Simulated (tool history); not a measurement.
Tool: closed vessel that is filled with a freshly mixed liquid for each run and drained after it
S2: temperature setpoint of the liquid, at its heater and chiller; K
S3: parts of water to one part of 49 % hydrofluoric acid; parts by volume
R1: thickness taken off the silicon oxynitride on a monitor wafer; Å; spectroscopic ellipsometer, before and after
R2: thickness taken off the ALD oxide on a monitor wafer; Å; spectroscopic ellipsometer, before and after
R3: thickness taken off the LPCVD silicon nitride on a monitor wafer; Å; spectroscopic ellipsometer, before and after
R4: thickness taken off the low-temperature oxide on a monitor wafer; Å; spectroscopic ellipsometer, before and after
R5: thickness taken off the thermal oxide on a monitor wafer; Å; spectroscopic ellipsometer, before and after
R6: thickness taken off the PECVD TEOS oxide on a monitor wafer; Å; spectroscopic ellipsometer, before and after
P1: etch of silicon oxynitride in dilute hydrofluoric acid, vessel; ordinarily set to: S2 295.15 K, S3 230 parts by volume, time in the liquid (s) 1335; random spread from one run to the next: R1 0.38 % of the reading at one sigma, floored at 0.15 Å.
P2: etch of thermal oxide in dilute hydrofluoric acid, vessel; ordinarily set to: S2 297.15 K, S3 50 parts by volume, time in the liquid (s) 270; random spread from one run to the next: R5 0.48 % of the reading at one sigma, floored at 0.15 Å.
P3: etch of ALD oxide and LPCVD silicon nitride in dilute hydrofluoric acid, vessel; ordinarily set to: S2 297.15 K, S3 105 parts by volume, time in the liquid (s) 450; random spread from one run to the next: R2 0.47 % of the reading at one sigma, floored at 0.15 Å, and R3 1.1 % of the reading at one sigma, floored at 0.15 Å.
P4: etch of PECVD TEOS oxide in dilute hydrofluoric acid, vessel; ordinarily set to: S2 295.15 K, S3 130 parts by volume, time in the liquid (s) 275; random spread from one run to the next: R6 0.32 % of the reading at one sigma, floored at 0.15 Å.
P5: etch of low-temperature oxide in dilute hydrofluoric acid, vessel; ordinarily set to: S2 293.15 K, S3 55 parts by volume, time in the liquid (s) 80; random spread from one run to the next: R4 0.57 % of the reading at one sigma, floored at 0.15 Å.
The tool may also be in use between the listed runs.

run 1 hour=3.5 | process_that_ran=P1 S2=295.15 S3=230 time_in_the_liquid_(s)=1335 | R1=150.36
run 2 hour=6.8 | process_that_ran=P3 S2=297.15 S3=105 time_in_the_liquid_(s)=190 | R2=212.44 R3=9.4228
run 3 hour=12.6 | process_that_ran=P5 S2=293.15 S3=55 time_in_the_liquid_(s)=30 | R4=94.569
run 4 hour=16.7 | process_that_ran=P1 S2=295.15 S3=130 time_in_the_liquid_(s)=445 | R1=95.098
run 5 hour=20.9 | process_that_ran=P2 S2=297.15 S3=20 time_in_the_liquid_(s)=270 | R5=719.04
run 6 hour=25.3 | process_that_ran=P1 S2=295.15 S3=230 time_in_the_liquid_(s)=1335 | R1=150
run 7 hour=30.8 | process_that_ran=P1 S2=295.15 S3=60 time_in_the_liquid_(s)=1335 | R1=653.11
run 8 hour=34.4 | process_that_ran=P5 S2=293.15 S3=80 time_in_the_liquid_(s)=80 | R4=166.87
run 9 hour=39.4 | process_that_ran=P1 S2=295.15 S3=230 time_in_the_liquid_(s)=1335 | R1=148.97
run 10 hour=44.6 | process_that_ran=P3 S2=297.15 S3=105 time_in_the_liquid_(s)=450 | R2=501.82 R3=22.521
run 11 hour=49.4 | process_that_ran=P2 S2=297.15 S3=50 time_in_the_liquid_(s)=515 | R5=522.86
run 12 hour=52.7 | process_that_ran=P1 S2=295.15 S3=230 time_in_the_liquid_(s)=675 | R1=76.305
run 13 hour=56.6 | process_that_ran=P3 S2=297.15 S3=190 time_in_the_liquid_(s)=450 | R2=249.97 R3=13.006
run 14 hour=60.2 | process_that_ran=P1 S2=295.15 S3=230 time_in_the_liquid_(s)=1335 | R1=151.12
run 15 hour=63.4 | process_that_ran=P4 S2=290.65 S3=130 time_in_the_liquid_(s)=275 | R6=155.16
run 16 hour=67.3 | process_that_ran=P4 S2=295.15 S3=130 time_in_the_liquid_(s)=275 | R6=186.25
run 17 hour=72.4 | process_that_ran=P4 S2=295.15 S3=130 time_in_the_liquid_(s)=275 | R6=185.3
run 18 hour=76 | process_that_ran=P1 S2=290.15 S3=230 time_in_the_liquid_(s)=1335 | R1=118.95
run 19 hour=80.4 | process_that_ran=P1 S2=299.15 S3=230 time_in_the_liquid_(s)=1335 | R1=178.91
run 20 hour=87 | process_that_ran=P1 S2=295.15 S3=230 time_in_the_liquid_(s)=1335 | R1=149.81
run 21 hour=90.3 | process_that_ran=P4 S2=295.15 S3=130 time_in_the_liquid_(s)=465 | R6=313.48
run 22 hour=93.5 | process_that_ran=P1 S2=298.65 S3=230 time_in_the_liquid_(s)=535 | R1=69.919
run 23 hour=98.6 | process_that_ran=P4 S2=295.15 S3=55 time_in_the_liquid_(s)=275 | R6=484.17
run 24 hour=103.5 | process_that_ran=P5 S2=290.15 S3=55 time_in_the_liquid_(s)=80 | R4=218.8
run 25 hour=107.6 | process_that_ran=P2 S2=290.15 S3=50 time_in_the_liquid_(s)=270 | R5=203.54
run 26 hour=112.9 | process_that_ran=P2 S2=297.15 S3=50 time_in_the_liquid_(s)=270 | R5=276
run 27 hour=117.5 | process_that_ran=P5 S2=293.15 S3=55 time_in_the_liquid_(s)=80 | R4=251.2
run 28 hour=123 | process_that_ran=P1 S2=295.15 S3=230 time_in_the_liquid_(s)=2360 | R1=263.7
run 29 hour=129.8 | process_that_ran=P1 S2=295.15 S3=310 time_in_the_liquid_(s)=715 | R1=56.544
run 30 hour=133.7 | process_that_ran=P1 S2=295.15 S3=345 time_in_the_liquid_(s)=1335 | R1=93.248
run 31 hour=140.5 | process_that_ran=P1 S2=295.15 S3=230 time_in_the_liquid_(s)=1335 | R1=149.76
run 32 hour=144 | process_that_ran=P3 S2=305.15 S3=105 time_in_the_liquid_(s)=450 | R2=677.55 R3=36.901
run 33 hour=148.9 | process_that_ran=P1 S2=295.15 S3=230 time_in_the_liquid_(s)=1335 | R1=149.66
run 34 hour=153.5 | process_that_ran=P1 S2=295.15 S3=230 time_in_the_liquid_(s)=1335 | R1=144.35
run 35 hour=156.6 | process_that_ran=P1 S2=295.15 S3=230 time_in_the_liquid_(s)=1335 | R1=141.99
run 36 hour=162.8 | process_that_ran=P1 S2=295.15 S3=230 time_in_the_liquid_(s)=1335 | R1=138.89

Forecast run 37:
run 37 hour=166.4 | process_that_ran=P1 S2=295.15 S3=230 time_in_the_liquid_(s)=1335 | R1=?

Run 37 measured R1 138.75 Å.
